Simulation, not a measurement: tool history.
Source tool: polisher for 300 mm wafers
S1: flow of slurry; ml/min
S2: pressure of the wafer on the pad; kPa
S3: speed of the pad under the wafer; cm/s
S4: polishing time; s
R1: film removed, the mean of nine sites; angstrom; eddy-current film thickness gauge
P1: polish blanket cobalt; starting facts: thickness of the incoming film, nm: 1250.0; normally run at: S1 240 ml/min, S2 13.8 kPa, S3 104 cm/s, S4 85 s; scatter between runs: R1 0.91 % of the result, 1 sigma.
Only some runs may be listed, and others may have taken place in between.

Run 1, hour 5.6: S1 240 ml/min, S2 13.8 kPa, S3 104 cm/s, S4 85 s. Result: R1 5092.3 angstrom.
Run 2, hour 12.7: S1 240 ml/min, S2 20.7 kPa, S3 104 cm/s, S4 85 s. Result: R1 7590.5 angstrom.
Run 3, hour 17.4: S1 240 ml/min, S2 13.8 kPa, S3 104 cm/s, S4 85 s. Result: R1 5034.2 angstrom.
Run 4, hour 26.4: S1 375 ml/min, S2 13.8 kPa, S3 104 cm/s, S4 85 s. Result: R1 5297.8 angstrom.
Run 5, hour 32.1: S1 240 ml/min, S2 13.8 kPa, S3 104 cm/s, S4 52 s. Result: R1 3099.6 angstrom.
Run 6, hour 36.4: S1 145 ml/min, S2 13.8 kPa, S3 104 cm/s, S4 85 s. Result: R1 4792.4 angstrom.
Run 7, hour 44.2: S1 240 ml/min, S2 8.3 kPa, S3 104 cm/s, S4 85 s. Result: R1 3027.8 angstrom.
Run 8, hour 52.5: S1 240 ml/min, S2 13.8 kPa, S3 104 cm/s, S4 85 s. Result: R1 4997.3 angstrom.
Run 9, hour 59.6: S1 240 ml/min, S2 13.8 kPa, S3 104 cm/s, S4 85 s. Result: R1 4997.5 angstrom.
Run 10, hour 66: S1 320 ml/min, S2 13.8 kPa, S3 104 cm/s, S4 125 s. Result: R1 7805.5 angstrom.
Run 11, hour 73.9: S1 240 ml/min, S2 13.8 kPa, S3 104 cm/s, S4 111 s. Result: R1 6612.1 angstrom.
Run 12, hour 82.3: S1 240 ml/min, S2 13.8 kPa, S3 154 cm/s, S4 85 s. Result: R1 7492 angstrom.
Run 13, hour 90.5: S1 240 ml/min, S2 13.8 kPa, S3 68 cm/s, S4 85 s. Result: R1 3320 angstrom.
Run 14, hour 94.5: S1 240 ml/min, S2 13.8 kPa, S3 104 cm/s, S4 85 s. Result: R1 5106.2 angstrom.
Run 15, hour 102.9: S1 240 ml/min, S2 13.8 kPa, S3 104 cm/s, S4 85 s. Result: R1 4902.5 angstrom.
Run 16, hour 107.8: S1 240 ml/min, S2 13.8 kPa, S3 104 cm/s, S4 85 s. Result: R1 4927.8 angstrom.
Run 17, hour 112.3: S1 240 ml/min, S2 13.8 kPa, S3 104 cm/s, S4 85 s. Result: R1 4851.5 angstrom.

What does the tool deliver on the next run?
Run 18, hour 118.4: S1 240 ml/min, S2 13.8 kPa, S3 104 cm/s, S4 85 s. Result: R1 ?.

Logged for run 18: R1 4914.9 angstrom.

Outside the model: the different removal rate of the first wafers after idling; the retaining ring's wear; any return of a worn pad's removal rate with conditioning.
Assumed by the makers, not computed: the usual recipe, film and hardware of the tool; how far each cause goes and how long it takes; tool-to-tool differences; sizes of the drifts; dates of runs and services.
